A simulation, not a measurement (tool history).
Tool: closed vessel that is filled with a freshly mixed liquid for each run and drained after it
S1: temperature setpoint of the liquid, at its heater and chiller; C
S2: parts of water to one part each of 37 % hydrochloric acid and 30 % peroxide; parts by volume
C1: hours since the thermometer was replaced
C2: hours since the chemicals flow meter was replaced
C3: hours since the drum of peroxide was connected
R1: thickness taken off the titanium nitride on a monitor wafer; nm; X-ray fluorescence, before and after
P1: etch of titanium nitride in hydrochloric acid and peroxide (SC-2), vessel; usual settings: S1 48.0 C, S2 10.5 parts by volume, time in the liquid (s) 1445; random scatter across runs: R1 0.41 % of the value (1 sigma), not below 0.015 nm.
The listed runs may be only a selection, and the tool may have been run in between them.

run 1 hour=15.8 | S1=48.0 S2=10.5 time_in_the_liquid_(s)=1445 | C1=1415.2 C2=268.7 C3=129.0 | R1=53.060
run 2 hour=32.3 | S1=35.0 S2=10.5 time_in_the_liquid_(s)=1445 | C1=1431.7 C2=285.2 C3=145.5 | R1=21.355
run 3 hour=48.4 | S1=48.0 S2=10.5 time_in_the_liquid_(s)=1445 | C1=1447.8 C2=301.3 C3=161.6 | R1=52.961
run 4 hour=63.9 | S1=48.0 S2=10.5 time_in_the_liquid_(s)=1445 | C1=1463.3 C2=316.8 C3=177.1 | R1=53.122
run 5 hour=71.8 | S1=48.0 S2=4.0 time_in_the_liquid_(s)=1445 | C1=1471.2 C2=324.7 C3=185.0 | R1=109.900
run 6 hour=84.1 | S1=48.0 S2=4.5 time_in_the_liquid_(s)=2720 | C1=1483.5 C2=337.0 C3=197.3 | R1=191.450
run 7 hour=100.5 | S1=48.0 S2=10.5 time_in_the_liquid_(s)=1445 | C1=1499.9 C2=353.4 C3=213.7 | R1=52.755
run 8 hour=113.9 | S1=48.0 S2=10.5 time_in_the_liquid_(s)=1445 | C1=1513.3 C2=366.8 C3=227.1 | R1=52.789
run 9 hour=123.5 | S1=64.5 S2=10.5 time_in_the_liquid_(s)=1445 | C1=1522.9 C2=376.4 C3=236.7 | R1=153.290
run 10 hour=135.1 | S1=48.0 S2=10.5 time_in_the_liquid_(s)=30 | C1=1534.5 C2=388.0 C3=248.3 | R1=1.097
run 11 hour=146.8 | S1=48.0 S2=10.5 time_in_the_liquid_(s)=2480 | C1=1546.2 C2=399.7 C3=260.0 | R1=91.345
run 12 hour=163.5 | S1=48.0 S2=18.0 time_in_the_liquid_(s)=1445 | C1=1562.9 C2=416.4 C3=276.7 | R1=33.185
run 13 hour=180.4 | S1=48.0 S2=10.5 time_in_the_liquid_(s)=1445 | C1=1579.8 C2=433.3 C3=293.6 | R1=53.078
run 14 hour=197.5 | S1=48.0 S2=10.5 time_in_the_liquid_(s)=1445 | C1=1596.9 C2=450.4 C3=310.7 | R1=53.191
run 15 hour=205.8 | S1=48.0 S2=10.5 time_in_the_liquid_(s)=1445 | C1=1605.2 C2=458.7 C3=319.0 | R1=53.995

Forecast run 16:
run 16 hour=215.9 | S1=48.0 S2=10.5 time_in_the_liquid_(s)=1445 | C1=1615.3 C2=468.8 C3=329.1 | R1=?

{"run 16": {"R1": 55.172}}
